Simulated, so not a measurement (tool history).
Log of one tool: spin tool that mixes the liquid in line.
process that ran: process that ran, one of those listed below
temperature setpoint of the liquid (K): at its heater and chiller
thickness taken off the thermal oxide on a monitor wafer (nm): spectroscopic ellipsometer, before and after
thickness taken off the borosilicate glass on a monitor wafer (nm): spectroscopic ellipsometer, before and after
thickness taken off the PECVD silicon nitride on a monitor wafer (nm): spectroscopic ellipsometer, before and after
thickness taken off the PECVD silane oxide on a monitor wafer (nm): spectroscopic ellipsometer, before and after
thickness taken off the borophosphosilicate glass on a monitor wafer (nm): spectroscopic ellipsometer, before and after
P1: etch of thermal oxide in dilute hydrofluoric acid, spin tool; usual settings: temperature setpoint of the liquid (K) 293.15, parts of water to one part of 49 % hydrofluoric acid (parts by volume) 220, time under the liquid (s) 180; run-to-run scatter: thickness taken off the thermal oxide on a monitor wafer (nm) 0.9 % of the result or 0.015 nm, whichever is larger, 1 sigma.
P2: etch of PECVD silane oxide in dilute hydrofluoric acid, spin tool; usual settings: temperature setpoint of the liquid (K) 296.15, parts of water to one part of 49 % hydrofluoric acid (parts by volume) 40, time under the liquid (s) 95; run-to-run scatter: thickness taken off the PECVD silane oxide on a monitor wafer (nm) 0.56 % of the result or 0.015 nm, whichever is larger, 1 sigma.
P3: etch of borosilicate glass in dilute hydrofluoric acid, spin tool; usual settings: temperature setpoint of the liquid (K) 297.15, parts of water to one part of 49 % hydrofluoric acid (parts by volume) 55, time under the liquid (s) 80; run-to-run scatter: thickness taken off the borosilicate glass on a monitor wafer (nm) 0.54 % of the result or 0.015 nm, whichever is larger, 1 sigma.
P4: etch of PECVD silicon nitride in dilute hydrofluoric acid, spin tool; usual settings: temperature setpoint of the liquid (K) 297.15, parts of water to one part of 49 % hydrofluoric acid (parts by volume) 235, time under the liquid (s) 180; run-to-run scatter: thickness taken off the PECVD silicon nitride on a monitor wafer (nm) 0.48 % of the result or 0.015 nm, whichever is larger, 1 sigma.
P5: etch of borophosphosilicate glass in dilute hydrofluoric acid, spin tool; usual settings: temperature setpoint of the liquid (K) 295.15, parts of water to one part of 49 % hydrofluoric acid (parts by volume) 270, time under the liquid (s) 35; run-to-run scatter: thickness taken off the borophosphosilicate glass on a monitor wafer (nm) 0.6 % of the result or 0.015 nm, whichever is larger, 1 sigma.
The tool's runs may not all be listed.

| run | hour | process that ran | temperature setpoint of the liquid (K) | parts of water to one part of 49 % hydrofluoric acid (parts by volume) | time under the liquid (s) | hours since the thermometer was replaced | hours since the hydrofluoric acid flow meter was replaced | thickness taken off the thermal oxide on a monitor wafer (nm) | thickness taken off the borosilicate glass on a monitor wafer (nm) | thickness taken off the PECVD silicon nitride on a monitor wafer (nm) | thickness taken off the PECVD silane oxide on a monitor wafer (nm) | thickness taken off the borophosphosilicate glass on a monitor wafer (nm) |
|---|---|---|---|---|---|---|---|---|---|---|---|---|
| 1 | 6.2 | P1 | 293.15 | 220 | 180 | 576.8 | 1154.7 | 2.8586 |  |  |  |  |
| 2 | 12.4 | P1 | 293.15 | 40 | 180 | 583 | 1160.9 | 19.097 |  |  |  |  |
| 3 | 23.1 | P1 | 293.15 | 220 | 100 | 593.7 | 1171.6 | 1.5722 |  |  |  |  |
| 4 | 33.7 | P3 | 297.15 | 55 | 120 | 604.3 | 1182.2 |  | 66.001 |  |  |  |
| 5 | 40.4 | P1 | 293.15 | 400 | 180 | 611 | 1188.9 | 1.3465 |  |  |  |  |
| 6 | 48.6 | P1 | 293.15 | 220 | 300 | 619.2 | 1197.1 | 4.6782 |  |  |  |  |
| 7 | 56.9 | P4 | 297.15 | 235 | 180 | 627.5 | 1205.4 |  |  | 4.337 |  |  |
| 8 | 67.9 | P4 | 297.15 | 235 | 180 | 638.5 | 1216.4 |  |  | 4.3449 |  |  |
| 9 | 74.7 | P2 | 296.15 | 40 | 145 | 645.3 | 1223.2 |  |  |  | 88.069 |  |
| 10 | 80.8 | P1 | 293.15 | 220 | 180 | 651.4 | 1229.3 | 2.8553 |  |  |  |  |
| 11 | 91.7 | P5 | 295.15 | 270 | 35 | 662.3 | 1240.2 |  |  |  |  | 5.7711 |
|  | 96.6 | hydrofluoric acid flow meter replaced |
| 12 | 100.7 | P1 | 297.65 | 220 | 180 | 671.3 | 4.1 | 3.3532 |  |  |  |  |
| 13 | 113 | P3 | 297.15 | 95 | 80 | 683.6 | 16.4 |  | 24.183 |  |  |  |
| 14 | 119.1 | P2 | 296.15 | 20 | 95 | 689.7 | 22.5 |  |  |  | 117 |  |
| 15 | 129.8 | P1 | 290.15 | 220 | 270 | 700.4 | 33.2 | 3.7631 |  |  |  |  |
| 16 | 135.6 | P1 | 293.15 | 220 | 180 | 706.2 | 39 | 2.9225 |  |  |  |  |
| 17 | 147.1 | P1 | 293.15 | 220 | 180 | 717.7 | 50.5 | 2.8338 |  |  |  |  |
| 18 | 153 | P1 | 293.15 | 220 | 180 | 723.6 | 56.4 | 2.8461 |  |  |  |  |
| 19 | 158.6 | P4 | 290.15 | 235 | 180 | 729.2 | 62 |  |  | 2.6927 |  |  |
| 20 | 166.3 | P2 | 296.15 | 40 | 95 | 736.9 | 69.7 |  |  |  | 57.839 |  |
| 21 | 176.1 | P5 | 290.65 | 270 | 35 | 746.7 | 79.5 |  |  |  |  | 4.8705 |
| 22 | 181.9 | P2 | 304.15 | 40 | 95 | 752.5 | 85.3 |  |  |  | 79.718 |  |
| 23 | 191.6 | P5 | 295.15 | 105 | 35 | 762.2 | 95 |  |  |  |  | 17.681 |
| 24 | 199.2 | P1 | 293.15 | 130 | 15 | 769.8 | 102.6 | 0.43451 |  |  |  |  |
| 25 | 207.3 | P4 | 297.15 | 435 | 180 | 777.9 | 110.7 |  |  | 2.3051 |  |  |
| 26 | 218 | P2 | 296.15 | 40 | 95 | 788.6 | 121.4 |  |  |  | 57.219 |  |
| 27 | 225.9 | P1 | 290.15 | 220 | 180 | 796.5 | 129.3 | 2.504 |  |  |  |  |
| 28 | 233.4 | P3 | 297.15 | 55 | 80 | 804 | 136.8 |  | 43.537 |  |  |  |
| 29 | 240.1 | P4 | 297.15 | 235 | 40 | 810.7 | 143.5 |  |  | 0.95129 |  |  |
| 30 | 247.3 | P5 | 295.15 | 270 | 15 | 817.9 | 150.7 |  |  |  |  | 2.4404 |
| 31 | 256.2 | P3 | 302.65 | 55 | 80 | 826.8 | 159.6 |  | 54.625 |  |  |  |

Forecast run 32:
| 32 | 265.7 | P1 | 293.15 | 220 | 180 | 836.3 | 169.1 | ? |  |  |  |  |

{"run 32": {"thickness taken off the thermal oxide on a monitor wafer (nm)": 2.8353}}
